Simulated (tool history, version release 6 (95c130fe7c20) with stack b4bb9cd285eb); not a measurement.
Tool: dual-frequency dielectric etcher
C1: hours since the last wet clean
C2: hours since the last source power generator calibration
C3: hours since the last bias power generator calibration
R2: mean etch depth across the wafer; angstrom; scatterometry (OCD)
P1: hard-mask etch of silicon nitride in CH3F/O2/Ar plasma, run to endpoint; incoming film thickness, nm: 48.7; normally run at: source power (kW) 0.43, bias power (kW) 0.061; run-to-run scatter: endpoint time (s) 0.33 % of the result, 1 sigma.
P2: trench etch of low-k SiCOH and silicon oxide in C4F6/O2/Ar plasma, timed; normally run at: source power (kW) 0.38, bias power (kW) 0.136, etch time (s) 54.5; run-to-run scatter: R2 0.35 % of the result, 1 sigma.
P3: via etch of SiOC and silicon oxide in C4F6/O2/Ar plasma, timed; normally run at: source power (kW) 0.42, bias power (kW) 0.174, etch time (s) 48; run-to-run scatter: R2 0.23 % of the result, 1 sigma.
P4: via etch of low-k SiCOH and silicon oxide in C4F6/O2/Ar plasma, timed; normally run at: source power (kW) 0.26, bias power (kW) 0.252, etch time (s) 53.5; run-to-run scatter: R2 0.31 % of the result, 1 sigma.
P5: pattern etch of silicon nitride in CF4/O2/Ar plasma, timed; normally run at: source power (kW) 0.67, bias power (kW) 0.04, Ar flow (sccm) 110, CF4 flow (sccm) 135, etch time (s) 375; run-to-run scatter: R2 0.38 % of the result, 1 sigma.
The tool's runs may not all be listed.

Run 1, hour 15.6: process that ran P1, source power (kW) 0.43, bias power (kW) 0.061; C1 187.2; C2 780.3; C3 1500.2. Result: endpoint time (s) 75.113.
Run 2, hour 24.5: process that ran P4, source power (kW) 0.26, bias power (kW) 0.252, etch time (s) 32.5; C1 196.1; C2 789.2; C3 1509.1. Result: R2 865.14 angstrom.
Run 3, hour 32.5: process that ran P5, source power (kW) 0.67, bias power (kW) 0.04, etch time (s) 375, Ar flow (sccm) 71, CF4 flow (sccm) 135; C1 204.1; C2 797.2; C3 1517.1. Result: R2 9145.2 angstrom.
Run 4, hour 45.9: process that ran P3, source power (kW) 0.42, bias power (kW) 0.128, etch time (s) 48; C1 217.5; C2 810.6; C3 1530.5. Result: R2 495.2 angstrom.
Run 5, hour 58.4: process that ran P3, source power (kW) 0.57, bias power (kW) 0.174, etch time (s) 48; C1 230; C2 823.1; C3 1543. Result: R2 611.27 angstrom.
Run 6, hour 74.7: process that ran P1, source power (kW) 0.43, bias power (kW) 0.061; C1 246.3; C2 839.4; C3 1559.3. Result: endpoint time (s) 75.478.
Run 7, hour 90.7: process that ran P2, source power (kW) 0.38, bias power (kW) 0.136, etch time (s) 30; C1 262.3; C2 855.4; C3 1575.3. Result: R2 848.25 angstrom.
Run 8, hour 102.4: process that ran P1, source power (kW) 0.43, bias power (kW) 0.061; C1 274; C2 867.1; C3 1587. Result: endpoint time (s) 75.428.
Run 9, hour 115.1: process that ran P5, source power (kW) 0.67, bias power (kW) 0.04, etch time (s) 375, Ar flow (sccm) 110, CF4 flow (sccm) 185; C1 286.7; C2 879.8; C3 1599.7. Result: R2 8977.4 angstrom.
Run 10, hour 129.7: process that ran P1, source power (kW) 0.43, bias power (kW) 0.061; C1 301.3; C2 894.4; C3 1614.3. Result: endpoint time (s) 75.295.
Run 11, hour 138.5: process that ran P1, source power (kW) 0.43, bias power (kW) 0.061; C1 310.1; C2 903.2; C3 1623.1. Result: endpoint time (s) 75.144.
Run 12, hour 151: process that ran P5, source power (kW) 0.67, bias power (kW) 0.04, etch time (s) 514, Ar flow (sccm) 110, CF4 flow (sccm) 135; C1 322.6; C2 915.7; C3 1635.6. Result: R2 11979 angstrom.
Run 13, hour 160.1: process that ran P5, source power (kW) 0.67, bias power (kW) 0.04, etch time (s) 375, Ar flow (sccm) 110, CF4 flow (sccm) 135; C1 331.7; C2 924.8; C3 1644.7. Result: R2 8688.8 angstrom.
Run 14, hour 176: process that ran P2, source power (kW) 0.38, bias power (kW) 0.188, etch time (s) 54.5; C1 347.6; C2 940.7; C3 1660.6. Result: R2 1707.9 angstrom.
Run 15, hour 189.3: process that ran P1, source power (kW) 0.59, bias power (kW) 0.061; C1 360.9; C2 954; C3 1673.9. Result: endpoint time (s) 66.57.
Run 16, hour 201.7: process that ran P1, source power (kW) 0.56, bias power (kW) 0.045; C1 373.3; C2 966.4; C3 1686.3. Result: endpoint time (s) 74.481.
Run 17, hour 217.3: process that ran P4, source power (kW) 0.26, bias power (kW) 0.313, etch time (s) 53.5; C1 388.9; C2 982; C3 1701.9. Result: R2 1528.5 angstrom.
Run 18, hour 232.7: process that ran P1, source power (kW) 0.43, bias power (kW) 0.061; C1 404.3; C2 997.4; C3 1717.3. Result: endpoint time (s) 75.349.
Run 19, hour 243.8: process that ran P4, source power (kW) 0.18, bias power (kW) 0.252, etch time (s) 53.5; C1 415.4; C2 1008.5; C3 1728.4. Result: R2 1240.8 angstrom.
Run 20, hour 250.9: process that ran P3, source power (kW) 0.42, bias power (kW) 0.174, etch time (s) 67; C1 422.5; C2 1015.6; C3 1735.5. Result: R2 757.71 angstrom.
Run 21, hour 266.6: process that ran P2, source power (kW) 0.38, bias power (kW) 0.136, etch time (s) 54.5; C1 438.2; C2 1031.3; C3 1751.2. Result: R2 1542.4 angstrom.
Run 22, hour 273.7: process that ran P1, source power (kW) 0.43, bias power (kW) 0.061; C1 445.3; C2 1038.4; C3 1758.3. Result: endpoint time (s) 75.461.
Run 23, hour 285.3: process that ran P5, source power (kW) 0.67, bias power (kW) 0.029, etch time (s) 375, Ar flow (sccm) 110, CF4 flow (sccm) 135; C1 456.9; C2 1050; C3 1769.9. Result: R2 7892.2 angstrom.
Run 24, hour 299: process that ran P5, source power (kW) 0.92, bias power (kW) 0.04, etch time (s) 375, Ar flow (sccm) 110, CF4 flow (sccm) 135; C1 470.6; C2 1063.7; C3 1783.6. Result: R2 11545 angstrom.
At hour 300.6: source power generator calibrated.
Run 25, hour 306.8: process that ran P2, source power (kW) 0.23, bias power (kW) 0.136, etch time (s) 54.5; C1 478.4; C2 6.3; C3 1791.4. Result: R2 1252 angstrom.
Run 26, hour 319: process that ran P1, source power (kW) 0.31, bias power (kW) 0.061; C1 490.6; C2 18.5; C3 1803.6. Result: endpoint time (s) 85.381.
Run 27, hour 328.4: process that ran P4, source power (kW) 0.26, bias power (kW) 0.252, etch time (s) 53.5; C1 500; C2 27.9; C3 1813. Result: R2 1425 angstrom.
Run 28, hour 340: process that ran P1, source power (kW) 0.43, bias power (kW) 0.041; C1 511.6; C2 39.5; C3 1824.6. Result: endpoint time (s) 85.237.
Run 29, hour 348.2: process that ran P1, source power (kW) 0.43, bias power (kW) 0.075; C1 519.8; C2 47.7; C3 1832.8. Result: endpoint time (s) 69.918.
Run 30, hour 364.3: process that ran P3, source power (kW) 0.42, bias power (kW) 0.174, etch time (s) 48; C1 535.9; C2 63.8; C3 1848.9. Result: R2 544.65 angstrom.
Run 31, hour 376.4: process that ran P5, source power (kW) 0.67, bias power (kW) 0.04, etch time (s) 375, Ar flow (sccm) 110, CF4 flow (sccm) 135; C1 548; C2 75.9; C3 1861. Result: R2 8768 angstrom.
Run 32, hour 392.2: process that ran P1, source power (kW) 0.43, bias power (kW) 0.061; C1 563.8; C2 91.7; C3 1876.8. Result: endpoint time (s) 75.757.
Run 33, hour 399.6: process that ran P1, source power (kW) 0.43, bias power (kW) 0.061; C1 571.2; C2 99.1; C3 1884.2. Result: endpoint time (s) 75.65.
Run 34, hour 415.2: process that ran P1, source power (kW) 0.43, bias power (kW) 0.061; C1 586.8; C2 114.7; C3 1899.8. Result: endpoint time (s) 76.128.
Run 35, hour 422.3: process that ran P1, source power (kW) 0.43, bias power (kW) 0.061; C1 593.9; C2 121.8; C3 1906.9. Result: endpoint time (s) 76.184.
Run 36, hour 434.4: process that ran P1, source power (kW) 0.43, bias power (kW) 0.061; C1 606; C2 133.9; C3 1919. Result: endpoint time (s) 76.579.
Run 37, hour 448.9: process that ran P1, source power (kW) 0.43, bias power (kW) 0.061; C1 620.5; C2 148.4; C3 1933.5. Result: endpoint time (s) 76.494.
Run 38, hour 460.9: process that ran P1, source power (kW) 0.43, bias power (kW) 0.061; C1 632.5; C2 160.4; C3 1945.5. Result: endpoint time (s) 76.229.
Run 39, hour 470.8: process that ran P1, source power (kW) 0.43, bias power (kW) 0.061; C1 642.4; C2 170.3; C3 1955.4. Result: endpoint time (s) 77.008.
At hour 477.1: wet clean of the chamber.
Run 40, hour 479.8: process that ran P1, source power (kW) 0.43, bias power (kW) 0.061; C1 2.8; C2 179.3; C3 1964.4. Result: endpoint time (s) 76.226.
Run 41, hour 488.8: process that ran P1, source power (kW) 0.43, bias power (kW) 0.061; C1 11.8; C2 188.3; C3 1973.4. Result: endpoint time (s) 76.675.
Run 42, hour 498.4: process that ran P1, source power (kW) 0.43, bias power (kW) 0.061; C1 21.4; C2 197.9; C3 1983. Result: endpoint time (s) 77.137.
Run 43, hour 507.7: process that ran P1, source power (kW) 0.43, bias power (kW) 0.061; C1 30.7; C2 207.2; C3 1992.3. Result: endpoint time (s) 76.779.

What P1 gives has crept away from where it was. These 2 causes fit the log equally well, each at the size given:
A: bias power that arrives under what is set, % = 5
B: source power that arrives under what is set, % = 4.25
The creep began at about hour 392.2.
Why every other cause is out:
chamber walls in a state that lowers the etch rate, %: serviced at hour 477.1, which brought nothing back

4 check runs are offered, each on 2 wafers whose results are averaged, their results left as question marks. Which one tells the causes apart?
Run check 1, hour 517: process that ran P5, source power (kW) 0.91, bias power (kW) 0.04, etch time (s) 375, Ar flow (sccm) 110, CF4 flow (sccm) 183. Result: R2 ?.
Run check 2, hour 517: process that ran P2, source power (kW) 0.38, bias power (kW) 0.182, etch time (s) 54.5. Result: R2 ?.
Run check 3, hour 517: process that ran P4, source power (kW) 0.2, bias power (kW) 0.252, etch time (s) 53.5. Result: R2 ?.
Run check 4, hour 517: process that ran P3, source power (kW) 0.42, bias power (kW) 0.174, etch time (s) 56.5. Result: R2 ?.

What each check would give under each cause:
  check  result    if A    if B
check 1      R2   11660   11400
check 2      R2  1655.1    1654
check 3      R2  1262.2  1264.3
check 4      R2  628.92  628.52
How far apart the two closest causes lie, in the result that separates them most: check 1 2.26 %; check 2 0.07 %; check 3 0.17 %; check 4 0.06 %
Check 1 tells the causes apart: in the others they would give nearly the same result.

Then check 1 was run and gave: R2 11405 angstrom. Which cause is it?

It is B: source power that arrives under what is set, %.

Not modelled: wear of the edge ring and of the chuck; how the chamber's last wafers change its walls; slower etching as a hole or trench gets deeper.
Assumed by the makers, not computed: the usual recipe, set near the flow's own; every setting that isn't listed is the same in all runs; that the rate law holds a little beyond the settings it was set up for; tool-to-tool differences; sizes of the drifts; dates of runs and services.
